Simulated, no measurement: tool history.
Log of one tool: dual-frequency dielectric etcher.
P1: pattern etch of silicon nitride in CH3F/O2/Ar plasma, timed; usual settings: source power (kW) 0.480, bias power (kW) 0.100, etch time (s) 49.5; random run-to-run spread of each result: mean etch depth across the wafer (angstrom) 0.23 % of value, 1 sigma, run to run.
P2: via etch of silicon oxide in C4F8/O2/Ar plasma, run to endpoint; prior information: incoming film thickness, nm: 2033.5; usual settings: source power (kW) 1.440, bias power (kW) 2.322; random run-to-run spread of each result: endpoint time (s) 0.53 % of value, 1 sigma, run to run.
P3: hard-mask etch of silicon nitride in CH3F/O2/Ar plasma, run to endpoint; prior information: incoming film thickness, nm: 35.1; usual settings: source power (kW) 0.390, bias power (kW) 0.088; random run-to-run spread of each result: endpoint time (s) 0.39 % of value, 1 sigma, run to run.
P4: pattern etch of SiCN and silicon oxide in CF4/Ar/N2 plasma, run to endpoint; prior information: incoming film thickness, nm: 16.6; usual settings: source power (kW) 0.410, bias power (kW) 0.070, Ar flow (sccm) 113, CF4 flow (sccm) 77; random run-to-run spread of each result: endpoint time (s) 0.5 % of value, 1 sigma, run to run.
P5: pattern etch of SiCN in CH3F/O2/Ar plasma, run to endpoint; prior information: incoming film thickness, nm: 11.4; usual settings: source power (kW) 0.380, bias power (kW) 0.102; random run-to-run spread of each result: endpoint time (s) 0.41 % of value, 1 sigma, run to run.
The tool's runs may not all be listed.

run	day	process that ran	source power (kW)	bias power (kW)	etch time (s)	Ar flow (sccm)	CF4 flow (sccm)	mean etch depth across the wafer (angstrom)	endpoint time (s)
1	0.667	P1	0.480	0.100	49.5			421.70	
2	1.483	P1	0.370	0.100	29.0			224.62	
3	2.233	P3	0.390	0.088					48.159
4	2.588	P5	0.380	0.070					31.273
5	3.188	P4	0.410	0.053		113	77		23.357
6	3.804	P2	1.440	2.322					437.420
7	4.517	P4	0.410	0.070		91	77		20.812
8	5.308	P3	0.390	0.125					42.091
9	5.875	P4	0.270	0.070		113	77		30.859
10	6.233	P1	0.480	0.100	49.5			421.44	
11	6.875	P4	0.410	0.070		113	77		21.409
12	7.425	P1	0.480	0.100	36.5			311.00	
13	8.162	P2	1.440	2.322					436.630
14	8.904	P1	0.330	0.100	49.5			366.09	
15	9.271	P5	0.520	0.102					23.980
16	9.721	P1	0.480	0.100	49.5			420.89	
# day 9.821: source power generator calibrated
17	10.354	P3	0.310	0.088					52.602
18	11.042	P4	0.410	0.070		113	59		22.396
19	11.667	P3	0.390	0.088					48.499
20	12.354	P1	0.480	0.062	49.5			358.67	
21	13.021	P5	0.380	0.102					27.175
22	13.425	P2	1.920	2.322					387.400
23	14.179	P1	0.480	0.100	74.5			634.29	
24	14.729	P1	0.480	0.120	49.5			451.07	
25	15.425	P5	0.380	0.102					27.133
26	16.229	P1	0.480	0.100	49.5			422.37	
27	17.000	P2	1.440	1.483					499.190
28	17.796	P4	0.410	0.070		113	77		21.456
29	18.379	P1	0.480	0.100	49.5			420.74	
30	18.783	P1	0.610	0.100	49.5			460.78	
31	19.158	P1	0.480	0.100	49.5			422.53	
32	19.742	P1	0.480	0.100	49.5			420.52	
33	20.300	P1	0.480	0.100	49.5			422.89	
34	21.100	P1	0.480	0.100	49.5			426.38	
# day 21.829: wet clean of the chamber
35	21.904	P1	0.480	0.100	49.5			425.82	
36	22.679	P1	0.480	0.100	49.5			428.31	
37	23.354	P1	0.480	0.100	49.5			428.73	
38	23.879	P1	0.480	0.100	49.5			426.35	
39	24.246	P1	0.480	0.100	49.5			427.93	

What P1 gives has crept off from where it sat before. The 2 causes that follow fit the log equally well, each at the size noted:
A: bias power that arrives over what is set, % = 4.36
B: source power that arrives over what is set, % = 4.24
Creep in the process output first set in at about day 19.742.
What rules out each remaining cause:
chamber walls in a state that raises the etch rate, %: its service at day 21.829 followed the start of the drift and did not put the process back to its old value

4 check runs are offered, each on 3 wafers whose results are averaged, their results left as question marks. Which one tells the causes apart?
check 1	24.612	P3	0.320	0.088					?
check 2	24.612	P4	0.410	0.070		96	77		?
check 3	24.612	P2	1.750	2.322					?
check 4	24.612	P5	0.510	0.071					?

Check results expected under each cause:
check	result	if A	if B
check 1	endpoint time (s)	51.283	51.287
check 2	endpoint time (s)	20.589	20.130
check 3	endpoint time (s)	399.100	397.650
check 4	endpoint time (s)	27.292	27.268
Distance between the nearest two causes, measured in the result of the check that separates them most: check 1 0.01 %; check 2 2.25 %; check 3 0.36 %; check 4 0.09 %
Check 2 tells the causes apart: in the others they would give nearly the same result.

Check 2 was carried out, with these results: endpoint time (s) 20.118. Which of the listed causes is responsible?

B is the cause: source power that arrives over what is set, %.

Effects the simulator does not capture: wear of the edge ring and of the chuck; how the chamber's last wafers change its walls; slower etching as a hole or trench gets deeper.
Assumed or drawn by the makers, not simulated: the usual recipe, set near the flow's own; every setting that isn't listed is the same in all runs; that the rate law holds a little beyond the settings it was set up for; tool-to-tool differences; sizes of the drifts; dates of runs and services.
